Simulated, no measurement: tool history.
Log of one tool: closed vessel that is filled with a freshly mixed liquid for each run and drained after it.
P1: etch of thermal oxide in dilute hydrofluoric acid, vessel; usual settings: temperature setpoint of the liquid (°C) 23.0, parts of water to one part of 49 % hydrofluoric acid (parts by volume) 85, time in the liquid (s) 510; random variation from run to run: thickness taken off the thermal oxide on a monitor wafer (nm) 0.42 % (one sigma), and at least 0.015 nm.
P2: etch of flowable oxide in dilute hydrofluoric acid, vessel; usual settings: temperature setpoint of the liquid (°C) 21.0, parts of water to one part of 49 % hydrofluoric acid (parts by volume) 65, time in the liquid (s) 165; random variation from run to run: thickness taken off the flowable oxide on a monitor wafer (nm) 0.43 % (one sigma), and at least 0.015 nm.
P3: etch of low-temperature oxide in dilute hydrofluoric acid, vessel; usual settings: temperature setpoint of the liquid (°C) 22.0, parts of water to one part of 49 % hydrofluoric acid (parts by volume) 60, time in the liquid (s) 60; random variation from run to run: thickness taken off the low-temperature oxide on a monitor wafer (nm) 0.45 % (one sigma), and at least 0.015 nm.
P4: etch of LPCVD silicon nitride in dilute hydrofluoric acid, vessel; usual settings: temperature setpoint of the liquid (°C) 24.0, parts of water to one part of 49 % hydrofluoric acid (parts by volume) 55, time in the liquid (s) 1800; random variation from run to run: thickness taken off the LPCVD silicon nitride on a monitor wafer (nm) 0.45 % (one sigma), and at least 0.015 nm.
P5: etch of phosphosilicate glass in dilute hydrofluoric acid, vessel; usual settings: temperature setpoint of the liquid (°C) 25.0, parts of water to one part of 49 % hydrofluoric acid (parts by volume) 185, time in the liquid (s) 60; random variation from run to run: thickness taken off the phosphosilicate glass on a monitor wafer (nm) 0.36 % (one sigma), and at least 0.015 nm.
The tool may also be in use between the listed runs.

run     day  process that ran  temperature setpoint of the liquid (°C)  parts of water to one part of 49 % hydrofluoric acid (parts by volume)  time in the liquid (s)  hours since the thermometer was replaced  hours since the hydrofluoric acid flow meter was replaced  thickness taken off the thermal oxide on a monitor wafer (nm)  thickness taken off the low-temperature oxide on a monitor wafer (nm)  thickness taken off the flowable oxide on a monitor wafer (nm)  thickness taken off the LPCVD silicon nitride on a monitor wafer (nm)  thickness taken off the phosphosilicate glass on a monitor wafer (nm)
  1   0.729                P1                                     23.0                                                                      85                     510                                     124.7                                                      912.3                                                        26.6070
  2   1.196                P1                                     18.0                                                                      85                      30                                     135.9                                                      923.5                                                         1.2811
  3   1.879                P3                                     22.0                                                                     110                      60                                     152.3                                                      939.9                                                                                                                                6.9043
      2.154  -- hydrofluoric acid flow meter replaced
  4   2.350                P1                                     23.0                                                                      85                     895                                     163.6                                                        4.7                                                        47.0170
  5   2.696                P2                                     21.0                                                                      35                     165                                     171.9                                                       13.0                                                                                                                                                                                               102.900
  6   3.188                P4                                     24.0                                                                      55                    1800                                     183.7                                                       24.8                                                                                                                                                                                                                                                                     14.63800
  7   3.646                P3                                     22.0                                                                      60                      60                                     194.7                                                       35.8                                                                                                                               13.3950
  8   4.075                P1                                     23.0                                                                      85                     205                                     205.0                                                       46.1                                                        10.7300
  9   4.725                P1                                     23.0                                                                     135                     510                                     220.6                                                       61.7                                                        15.8590
 10   5.171                P4                                     24.0                                                                      20                    1800                                     231.3                                                       72.4                                                                                                                                                                                                                                                                     38.88400
 11   5.754                P4                                     24.0                                                                      55                    1800                                     245.3                                                       86.4                                                                                                                                                                                                                                                                     14.63200
 12   6.417                P1                                     23.0                                                                      45                     510                                     261.2                                                      102.3                                                        53.5630
 13   6.838                P4                                     18.5                                                                      55                    1800                                     271.3                                                      112.4                                                                                                                                                                                                                                                                      9.92670
 14   7.579                P1                                     23.0                                                                      85                     510                                     289.1                                                      130.2                                                        26.7780
 15   8.021                P2                                     21.0                                                                      65                     290                                     299.7                                                      140.8                                                                                                                                                                                                93.566
 16   8.567                P5                                     25.0                                                                     185                      85                                     312.8                                                      153.9                                                                                                                                                                                                                                                                                                                                              65.853
 17   9.058                P3                                     22.0                                                                      60                      60                                     324.6                                                      165.7                                                                                                                               13.4770
 18   9.546                P5                                     25.0                                                                     185                      60                                     336.3                                                      177.4                                                                                                                                                                                                                                                                                                                                              46.524
 19   9.896                P5                                     17.5                                                                     185                      60                                     344.7                                                      185.8                                                                                                                                                                                                                                                                                                                                              34.739
 20  10.508                P3                                     17.0                                                                      60                      60                                     359.4                                                      200.5                                                                                                                               10.8570
 21  11.192                P2                                     21.0                                                                      65                     165                                     375.8                                                      216.9                                                                                                                                                                                                53.531
 22  11.604                P1                                     17.0                                                                      85                     510                                     385.7                                                      226.8                                                        20.8390
 23  12.179                P1                                     23.0                                                                      85                     510                                     399.5                                                      240.6                                                        26.8000
 24  12.583                P3                                     22.0                                                                      60                      30                                     409.2                                                      250.3                                                                                                                                6.6380
 25  12.975                P1                                     27.0                                                                      85                     510                                     418.6                                                      259.7                                                        31.2140
 26  13.342                P2                                     17.0                                                                      65                     165                                     427.4                                                      268.5                                                                                                                                                                                                44.973
 27  13.962                P1                                     23.0                                                                      85                     510                                     442.3                                                      283.4                                                        26.7170
 28  14.404                P1                                     23.0                                                                      85                     510                                     452.9                                                      294.0                                                        26.6240
 29  14.946                P4                                     24.0                                                                      55                      35                                     465.9                                                      307.0                                                                                                                                                                                                                                                                      0.31176
 30  15.442                P5                                     25.0                                                                      55                      60                                     477.8                                                      318.9                                                                                                                                                                                                                                                                                                                                             183.920
 31  16.067                P1                                     23.0                                                                      85                     510                                     492.8                                                      333.9                                                        26.6440
 32  16.450                P1                                     23.0                                                                      85                     510                                     502.0                                                      343.1                                                        27.5100
 33  16.825                P1                                     23.0                                                                      85                     510                                     511.0                                                      352.1                                                        28.0930
 34  17.462                P1                                     23.0                                                                      85                     510                                     526.3                                                      367.4                                                        28.3810

Forecast run 35:
 35  18.071                P1                                     23.0                                                                      85                     510                                     540.9                                                      382.0                                                              ?

thickness taken off the thermal oxide on a monitor wafer (nm): 28.7210
